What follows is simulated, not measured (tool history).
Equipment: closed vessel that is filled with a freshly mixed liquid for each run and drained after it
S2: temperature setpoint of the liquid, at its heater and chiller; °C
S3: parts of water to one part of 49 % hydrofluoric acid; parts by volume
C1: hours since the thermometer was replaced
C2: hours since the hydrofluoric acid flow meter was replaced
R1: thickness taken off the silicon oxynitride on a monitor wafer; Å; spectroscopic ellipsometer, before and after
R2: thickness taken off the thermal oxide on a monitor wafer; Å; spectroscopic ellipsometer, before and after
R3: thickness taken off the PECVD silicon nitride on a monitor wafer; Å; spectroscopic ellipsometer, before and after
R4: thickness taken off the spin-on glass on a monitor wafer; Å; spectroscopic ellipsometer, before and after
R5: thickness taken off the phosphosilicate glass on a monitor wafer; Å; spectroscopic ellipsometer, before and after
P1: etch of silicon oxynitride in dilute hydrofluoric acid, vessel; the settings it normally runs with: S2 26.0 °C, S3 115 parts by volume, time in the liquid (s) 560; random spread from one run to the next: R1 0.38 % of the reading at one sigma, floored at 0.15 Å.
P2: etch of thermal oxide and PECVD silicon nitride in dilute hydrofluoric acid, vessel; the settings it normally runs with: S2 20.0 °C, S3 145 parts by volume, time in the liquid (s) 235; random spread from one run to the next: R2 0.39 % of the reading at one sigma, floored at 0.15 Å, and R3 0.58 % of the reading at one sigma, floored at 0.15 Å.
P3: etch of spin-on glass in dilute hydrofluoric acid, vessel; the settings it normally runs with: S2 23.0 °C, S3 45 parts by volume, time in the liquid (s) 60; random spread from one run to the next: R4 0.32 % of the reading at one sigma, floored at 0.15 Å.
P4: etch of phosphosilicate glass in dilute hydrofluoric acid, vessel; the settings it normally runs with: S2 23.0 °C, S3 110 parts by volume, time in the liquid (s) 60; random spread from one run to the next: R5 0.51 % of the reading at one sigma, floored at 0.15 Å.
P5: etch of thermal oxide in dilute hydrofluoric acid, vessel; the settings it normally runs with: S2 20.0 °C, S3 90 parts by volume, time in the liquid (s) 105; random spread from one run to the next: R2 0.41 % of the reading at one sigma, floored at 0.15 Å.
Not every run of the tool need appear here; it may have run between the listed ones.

run 1 hour=3.3 | process_that_ran=P1 S2=26.0 S3=115 time_in_the_liquid_(s)=560 | C1=1633.1 C2=259.9 | R1=76.997
run 2 hour=6.0 | process_that_ran=P5 S2=17.0 S3=90 time_in_the_liquid_(s)=105 | C1=1635.8 C2=262.6 | R2=43.294
run 3 hour=10.2 | process_that_ran=P1 S2=26.0 S3=115 time_in_the_liquid_(s)=560 | C1=1640.0 C2=266.8 | R1=76.465
run 4 hour=13.6 | process_that_ran=P1 S2=26.0 S3=115 time_in_the_liquid_(s)=560 | C1=1643.4 C2=270.2 | R1=76.254
run 5 hour=15.7 | process_that_ran=P2 S2=28.5 S3=145 time_in_the_liquid_(s)=235 | C1=1645.5 C2=272.3 | R2=83.863 R3=73.951
run 6 hour=20.1 | process_that_ran=P1 S2=26.0 S3=115 time_in_the_liquid_(s)=560 | C1=1649.9 C2=276.7 | R1=76.203
run 7 hour=24.0 | process_that_ran=P3 S2=17.0 S3=45 time_in_the_liquid_(s)=60 | C1=1653.8 C2=280.6 | R4=383.22
run 8 hour=26.8 | process_that_ran=P5 S2=20.0 S3=20 time_in_the_liquid_(s)=105 | C1=1656.6 C2=283.4 | R2=241.380
run 9 hour=31.1 | process_that_ran=P3 S2=23.0 S3=20 time_in_the_liquid_(s)=60 | C1=1660.9 C2=287.7 | R4=1143.60
-- hour=32.8 thermometer replaced
run 10 hour=34.3 | process_that_ran=P2 S2=20.0 S3=145 time_in_the_liquid_(s)=235 | C1=1.6 C2=290.9 | R2=60.226 R3=41.909
run 11 hour=36.9 | process_that_ran=P1 S2=22.5 S3=200 time_in_the_liquid_(s)=560 | C1=4.2 C2=293.5 | R1=35.041
run 12 hour=41.0 | process_that_ran=P3 S2=23.0 S3=45 time_in_the_liquid_(s)=115 | C1=8.3 C2=297.6 | R4=935.83
run 13 hour=45.5 | process_that_ran=P5 S2=20.0 S3=90 time_in_the_liquid_(s)=105 | C1=12.8 C2=302.1 | R2=48.905
run 14 hour=50.4 | process_that_ran=P1 S2=26.0 S3=115 time_in_the_liquid_(s)=840 | C1=17.7 C2=307.0 | R1=115.180
run 15 hour=54.7 | process_that_ran=P1 S2=26.0 S3=115 time_in_the_liquid_(s)=560 | C1=22.0 C2=311.3 | R1=76.488
run 16 hour=59.0 | process_that_ran=P1 S2=32.5 S3=115 time_in_the_liquid_(s)=560 | C1=26.3 C2=315.6 | R1=102.320
run 17 hour=62.5 | process_that_ran=P4 S2=23.0 S3=110 time_in_the_liquid_(s)=30 | C1=29.8 C2=319.1 | R5=163.15
run 18 hour=67.2 | process_that_ran=P5 S2=20.0 S3=90 time_in_the_liquid_(s)=30 | C1=34.5 C2=323.8 | R2=14.153
run 19 hour=70.5 | process_that_ran=P1 S2=26.0 S3=30 time_in_the_liquid_(s)=560 | C1=37.8 C2=327.1 | R1=317.110
run 20 hour=74.6 | process_that_ran=P2 S2=20.0 S3=65 time_in_the_liquid_(s)=235 | C1=41.9 C2=331.2 | R2=147.740 R3=92.664
run 21 hour=76.7 | process_that_ran=P1 S2=26.0 S3=115 time_in_the_liquid_(s)=105 | C1=44.0 C2=333.3 | R1=14.214
run 22 hour=80.8 | process_that_ran=P1 S2=26.0 S3=115 time_in_the_liquid_(s)=560 | C1=48.1 C2=337.4 | R1=76.982
run 23 hour=85.6 | process_that_ran=P1 S2=21.0 S3=115 time_in_the_liquid_(s)=560 | C1=52.9 C2=342.2 | R1=60.273
run 24 hour=88.4 | process_that_ran=P4 S2=17.0 S3=110 time_in_the_liquid_(s)=60 | C1=55.7 C2=345.0 | R5=253.87
run 25 hour=90.9 | process_that_ran=P4 S2=23.0 S3=25 time_in_the_liquid_(s)=60 | C1=58.2 C2=347.5 | R5=1583.00
run 26 hour=93.7 | process_that_ran=P2 S2=20.0 S3=145 time_in_the_liquid_(s)=380 | C1=61.0 C2=350.3 | R2=97.916 R3=67.303
run 27 hour=98.4 | process_that_ran=P1 S2=26.0 S3=180 time_in_the_liquid_(s)=560 | C1=65.7 C2=355.0 | R1=46.593
run 28 hour=102.1 | process_that_ran=P4 S2=23.0 S3=110 time_in_the_liquid_(s)=60 | C1=69.4 C2=358.7 | R5=324.93
run 29 hour=105.3 | process_that_ran=P3 S2=23.0 S3=45 time_in_the_liquid_(s)=60 | C1=72.6 C2=361.9 | R4=491.83
run 30 hour=108.4 | process_that_ran=P5 S2=20.0 S3=90 time_in_the_liquid_(s)=105 | C1=75.7 C2=365.0 | R2=49.020
run 31 hour=112.2 | process_that_ran=P1 S2=32.0 S3=205 time_in_the_liquid_(s)=560 | C1=79.5 C2=368.8 | R1=51.263
run 32 hour=117.0 | process_that_ran=P4 S2=23.0 S3=110 time_in_the_liquid_(s)=60 | C1=84.3 C2=373.6 | R5=322.62
run 33 hour=119.2 | process_that_ran=P1 S2=26.0 S3=115 time_in_the_liquid_(s)=560 | C1=86.5 C2=375.8 | R1=75.813
run 34 hour=122.9 | process_that_ran=P1 S2=26.0 S3=115 time_in_the_liquid_(s)=560 | C1=90.2 C2=379.5 | R1=74.149
run 35 hour=125.7 | process_that_ran=P1 S2=26.0 S3=115 time_in_the_liquid_(s)=560 | C1=93.0 C2=382.3 | R1=72.533
run 36 hour=129.6 | process_that_ran=P1 S2=26.0 S3=115 time_in_the_liquid_(s)=560 | C1=96.9 C2=386.2 | R1=71.539
run 37 hour=133.5 | process_that_ran=P1 S2=26.0 S3=115 time_in_the_liquid_(s)=560 | C1=100.8 C2=390.1 | R1=70.877
run 38 hour=137.0 | process_that_ran=P1 S2=26.0 S3=115 time_in_the_liquid_(s)=560 | C1=104.3 C2=393.6 | R1=70.334
run 39 hour=140.1 | process_that_ran=P1 S2=26.0 S3=115 time_in_the_liquid_(s)=560 | C1=107.4 C2=396.7 | R1=70.210
run 40 hour=142.4 | process_that_ran=P1 S2=26.0 S3=115 time_in_the_liquid_(s)=560 | C1=109.7 C2=399.0 | R1=70.573
run 41 hour=146.8 | process_that_ran=P1 S2=26.0 S3=115 time_in_the_liquid_(s)=560 | C1=114.1 C2=403.4 | R1=69.966

P1 no longer gives what it gave before; its output has crept away from where it was. The following 2 causes, each at its listed size, fit the log equally well:
A: hydrofluoric acid flow below the setpoint (%) = 7.83
B: liquid colder than its thermometer reads (K) = 1.95
The process output started creeping at around hour 119.2.

Which of the 4 check runs listed below separates the causes, so that each cause would produce a clearly different result? Each run uses one wafer, and its results are marked with question marks.
run check 1 hour=151.2 | process_that_ran=P3 S2=23.0 S3=30 time_in_the_liquid_(s)=60 | R4=?
run check 2 hour=151.2 | process_that_ran=P5 S2=20.0 S3=40 time_in_the_liquid_(s)=105 | R2=?
run check 3 hour=151.2 | process_that_ran=P2 S2=26.5 S3=145 time_in_the_liquid_(s)=380 | R2=? R3=?
run check 4 hour=151.2 | process_that_ran=P4 S2=23.0 S3=25 time_in_the_liquid_(s)=30 | R5=?

Check results expected under each cause:
check=check_1 result=R4 if_A=690.65 if_B=692.12
check=check_2 result=R2 if_A=107.550 if_B=107.730
check=check_3 result=R2 if_A=114.150 if_B=116.780
check=check_3 result=R3 if_A=96.201 if_B=92.163
check=check_4 result=R5 if_A=729.36 if_B=730.11
Smallest distance between any two causes, each pair judged by its most separating result, in per cent: check 1 0.21 %; check 2 0.16 %; check 3 4.29 %; check 4 0.1 %
The causes can be told apart only by check 3. The other checks would give nearly the same results under each of them.

The results of check 3 are: R2 113.610 Å; R3 97.358 Å. Based on these, which of the listed causes is it?

It is A: hydrofluoric acid flow below the setpoint (%).

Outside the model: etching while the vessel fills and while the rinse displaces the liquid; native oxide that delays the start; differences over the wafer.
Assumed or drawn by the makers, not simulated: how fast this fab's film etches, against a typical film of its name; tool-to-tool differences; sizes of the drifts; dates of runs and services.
